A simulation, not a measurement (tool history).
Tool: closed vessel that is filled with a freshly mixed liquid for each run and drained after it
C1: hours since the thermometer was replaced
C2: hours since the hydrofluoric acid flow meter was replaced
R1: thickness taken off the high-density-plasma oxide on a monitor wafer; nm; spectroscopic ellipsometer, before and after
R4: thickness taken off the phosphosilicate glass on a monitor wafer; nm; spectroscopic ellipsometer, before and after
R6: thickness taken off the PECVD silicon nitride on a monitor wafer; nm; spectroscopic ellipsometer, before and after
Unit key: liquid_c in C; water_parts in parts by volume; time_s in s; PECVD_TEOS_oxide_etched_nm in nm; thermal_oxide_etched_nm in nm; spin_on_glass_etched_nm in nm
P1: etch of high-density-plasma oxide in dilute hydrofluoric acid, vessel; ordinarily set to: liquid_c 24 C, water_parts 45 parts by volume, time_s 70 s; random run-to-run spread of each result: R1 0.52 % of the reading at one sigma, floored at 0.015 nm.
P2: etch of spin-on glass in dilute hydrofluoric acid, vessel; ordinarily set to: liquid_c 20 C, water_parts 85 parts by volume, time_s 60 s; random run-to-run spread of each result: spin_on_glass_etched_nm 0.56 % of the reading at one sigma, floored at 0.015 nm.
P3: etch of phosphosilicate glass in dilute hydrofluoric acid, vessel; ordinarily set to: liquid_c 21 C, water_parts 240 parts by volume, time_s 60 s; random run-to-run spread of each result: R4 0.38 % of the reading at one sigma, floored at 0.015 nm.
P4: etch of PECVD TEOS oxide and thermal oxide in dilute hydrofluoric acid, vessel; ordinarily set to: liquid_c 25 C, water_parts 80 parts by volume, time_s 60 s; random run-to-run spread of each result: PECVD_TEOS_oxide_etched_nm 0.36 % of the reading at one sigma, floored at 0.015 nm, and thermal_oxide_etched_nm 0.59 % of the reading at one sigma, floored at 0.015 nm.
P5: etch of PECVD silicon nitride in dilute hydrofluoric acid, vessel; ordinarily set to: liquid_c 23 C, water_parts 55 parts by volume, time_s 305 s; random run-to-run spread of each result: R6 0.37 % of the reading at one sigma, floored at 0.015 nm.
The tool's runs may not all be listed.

Run 1, day 0.221: process P1, liquid_c 24 C, water_parts 45 parts by volume, time_s 70 s; C1 701.2; C2 1322.1. Result: R1 9.7681 nm.
Run 2, day 0.546: process P4, liquid_c 25 C, water_parts 80 parts by volume, time_s 60 s; C1 709; C2 1329.9. Result: PECVD_TEOS_oxide_etched_nm 13.965 nm, thermal_oxide_etched_nm 3.9318 nm.
Run 3, day 0.767: process P1, liquid_c 24 C, water_parts 45 parts by volume, time_s 70 s; C1 714.3; C2 1335.2. Result: R1 9.6731 nm.
Run 4, day 1.029: process P1, liquid_c 24 C, water_parts 45 parts by volume, time_s 130 s; C1 720.6; C2 1341.5. Result: R1 18.145 nm.
Run 5, day 1.329: process P3, liquid_c 21 C, water_parts 240 parts by volume, time_s 110 s; C1 727.8; C2 1348.7. Result: R4 30.278 nm.
Run 6, day 1.733: process P2, liquid_c 20 C, water_parts 85 parts by volume, time_s 60 s; C1 737.5; C2 1358.4. Result: spin_on_glass_etched_nm 21.225 nm.
Run 7, day 2.038: process P4, liquid_c 17.5 C, water_parts 80 parts by volume, time_s 60 s; C1 744.8; C2 1365.7. Result: PECVD_TEOS_oxide_etched_nm 10.258 nm, thermal_oxide_etched_nm 2.843 nm.
Run 8, day 2.367: process P1, liquid_c 24 C, water_parts 75 parts by volume, time_s 70 s; C1 752.7; C2 1373.6. Result: R1 5.5899 nm.
Run 9, day 2.721: process P1, liquid_c 24 C, water_parts 45 parts by volume, time_s 70 s; C1 761.2; C2 1382.1. Result: R1 9.6667 nm.
Run 10, day 3.192: process P1, liquid_c 24 C, water_parts 45 parts by volume, time_s 30 s; C1 772.5; C2 1393.4. Result: R1 4.2073 nm.
Run 11, day 3.542: process P3, liquid_c 21 C, water_parts 240 parts by volume, time_s 60 s; C1 780.9; C2 1401.8. Result: R4 16.462 nm.
Run 12, day 3.946: process P1, liquid_c 19.5 C, water_parts 45 parts by volume, time_s 70 s; C1 790.6; C2 1411.5. Result: R1 8.0017 nm.
Run 13, day 4.192: process P4, liquid_c 25 C, water_parts 80 parts by volume, time_s 60 s; C1 796.5; C2 1417.4. Result: PECVD_TEOS_oxide_etched_nm 14.027 nm, thermal_oxide_etched_nm 3.8792 nm.
Run 14, day 4.583: process P1, liquid_c 24 C, water_parts 45 parts by volume, time_s 70 s; C1 805.9; C2 1426.8. Result: R1 9.7253 nm.
Run 15, day 5.088: process P1, liquid_c 29 C, water_parts 45 parts by volume, time_s 70 s; C1 818; C2 1438.9. Result: R1 11.829 nm.
Run 16, day 5.379: process P3, liquid_c 21 C, water_parts 100 parts by volume, time_s 60 s; C1 825; C2 1445.9. Result: R4 45.589 nm.
Run 17, day 5.792: process P3, liquid_c 29 C, water_parts 240 parts by volume, time_s 60 s; C1 834.9; C2 1455.8. Result: R4 22.138 nm.
Run 18, day 6.296: process P3, liquid_c 21 C, water_parts 240 parts by volume, time_s 60 s; C1 847; C2 1467.9. Result: R4 16.475 nm.
Run 19, day 6.588: process P5, liquid_c 18 C, water_parts 55 parts by volume, time_s 305 s; C1 854; C2 1474.9. Result: R6 6.5053 nm.
Run 20, day 6.883: process P2, liquid_c 20 C, water_parts 25 parts by volume, time_s 60 s; C1 861.1; C2 1482. Result: spin_on_glass_etched_nm 77.185 nm.
Run 21, day 7.117: process P2, liquid_c 17 C, water_parts 85 parts by volume, time_s 60 s; C1 866.7; C2 1487.6. Result: spin_on_glass_etched_nm 18.914 nm.
Run 22, day 7.592: process P4, liquid_c 25 C, water_parts 80 parts by volume, time_s 30 s; C1 878.1; C2 1499. Result: PECVD_TEOS_oxide_etched_nm 6.9596 nm, thermal_oxide_etched_nm 1.9508 nm.
Run 23, day 7.95: process P1, liquid_c 24 C, water_parts 20 parts by volume, time_s 70 s; C1 886.7; C2 1507.6. Result: R1 22.56 nm.
Run 24, day 8.238: process P5, liquid_c 23 C, water_parts 55 parts by volume, time_s 595 s; C1 893.6; C2 1514.5. Result: R6 17.773 nm.
Run 25, day 8.654: process P2, liquid_c 20 C, water_parts 85 parts by volume, time_s 95 s; C1 903.6; C2 1524.5. Result: spin_on_glass_etched_nm 33.8 nm.
Run 26, day 9.062: process P1, liquid_c 24 C, water_parts 45 parts by volume, time_s 70 s; C1 913.4; C2 1534.3. Result: R1 9.6963 nm.
Run 27, day 9.396: process P2, liquid_c 20 C, water_parts 85 parts by volume, time_s 60 s; C1 921.4; C2 1542.3. Result: spin_on_glass_etched_nm 21.373 nm.
Run 28, day 9.733: process P5, liquid_c 23 C, water_parts 20 parts by volume, time_s 305 s; C1 929.5; C2 1550.4. Result: R6 24.3 nm.
Run 29, day 9.988: process P1, liquid_c 28 C, water_parts 45 parts by volume, time_s 110 s; C1 935.6; C2 1556.5. Result: R1 18.004 nm.
Run 30, day 10.462: process P5, liquid_c 23 C, water_parts 55 parts by volume, time_s 305 s; C1 947; C2 1567.9. Result: R6 9.1077 nm.
Run 31, day 10.738: process P4, liquid_c 25 C, water_parts 50 parts by volume, time_s 60 s; C1 953.6; C2 1574.5. Result: PECVD_TEOS_oxide_etched_nm 23.285 nm, thermal_oxide_etched_nm 6.4303 nm.
Run 32, day 11.25: process P1, liquid_c 24 C, water_parts 45 parts by volume, time_s 70 s; C1 965.9; C2 1586.8. Result: R1 9.7123 nm.
Run 33, day 11.558: process P1, liquid_c 24 C, water_parts 45 parts by volume, time_s 70 s; C1 973.3; C2 1594.2. Result: R1 10.004 nm.
Run 34, day 11.958: process P1, liquid_c 24 C, water_parts 45 parts by volume, time_s 70 s; C1 982.9; C2 1603.8. Result: R1 10.129 nm.
Run 35, day 12.292: process P1, liquid_c 24 C, water_parts 45 parts by volume, time_s 70 s; C1 990.9; C2 1611.8. Result: R1 10.254 nm.
Run 36, day 12.717: process P1, liquid_c 24 C, water_parts 45 parts by volume, time_s 70 s; C1 1001.1; C2 1622. Result: R1 10.393 nm.
Run 37, day 13.092: process P1, liquid_c 24 C, water_parts 45 parts by volume, time_s 70 s; C1 1010.1; C2 1631. Result: R1 10.307 nm.
Run 38, day 13.379: process P1, liquid_c 24 C, water_parts 45 parts by volume, time_s 70 s; C1 1017; C2 1637.9. Result: R1 10.468 nm.

P1 has crept away from where it was. The log is fitted equally well by each of these 2 causes, at the sizes shown:
A: hydrofluoric acid flow above the setpoint (%) = 6.15
B: liquid hotter than its thermometer reads (K) = 1.54
The gradual shift began around day 11.25.

Which of the 4 check runs listed below separates the causes, so that each cause would produce a clearly different result? Each run uses one wafer, and its results are marked with question marks.
Run check 1, day 13.667: process P3, liquid_c 26.5 C, water_parts 110 parts by volume, time_s 60 s. Result: R4 ?.
Run check 2, day 13.667: process P2, liquid_c 20 C, water_parts 25 parts by volume, time_s 85 s. Result: spin_on_glass_etched_nm ?.
Run check 3, day 13.667: process P4, liquid_c 25 C, water_parts 80 parts by volume, time_s 30 s. Result: PECVD_TEOS_oxide_etched_nm ?, thermal_oxide_etched_nm ?.
Run check 4, day 13.667: process P5, liquid_c 23 C, water_parts 55 parts by volume, time_s 585 s. Result: R6 ?.

Outcome of each check run for each possible cause:
  check                      result    if A    if B
check 1                          R4  54.743  54.246
check 2     spin_on_glass_etched_nm  116.97  117.53
check 3  PECVD_TEOS_oxide_etched_nm  7.4705  7.4357
check 3     thermal_oxide_etched_nm   2.067  2.0574
check 4                          R6   18.58  19.441
Minimum pairwise separation of causes per check, each pair taken at its best-separating result: check 1 0.91 %; check 2 0.48 %; check 3 0.47 %; check 4 4.53 %
The other checks would show nearly matching results whichever cause is true, so check 4 is the only one that separates the causes.

Check 4 has now been run. It gave: R6 19.48 nm. Which of the candidate causes is it?

B is the cause: liquid hotter than its thermometer reads (K).

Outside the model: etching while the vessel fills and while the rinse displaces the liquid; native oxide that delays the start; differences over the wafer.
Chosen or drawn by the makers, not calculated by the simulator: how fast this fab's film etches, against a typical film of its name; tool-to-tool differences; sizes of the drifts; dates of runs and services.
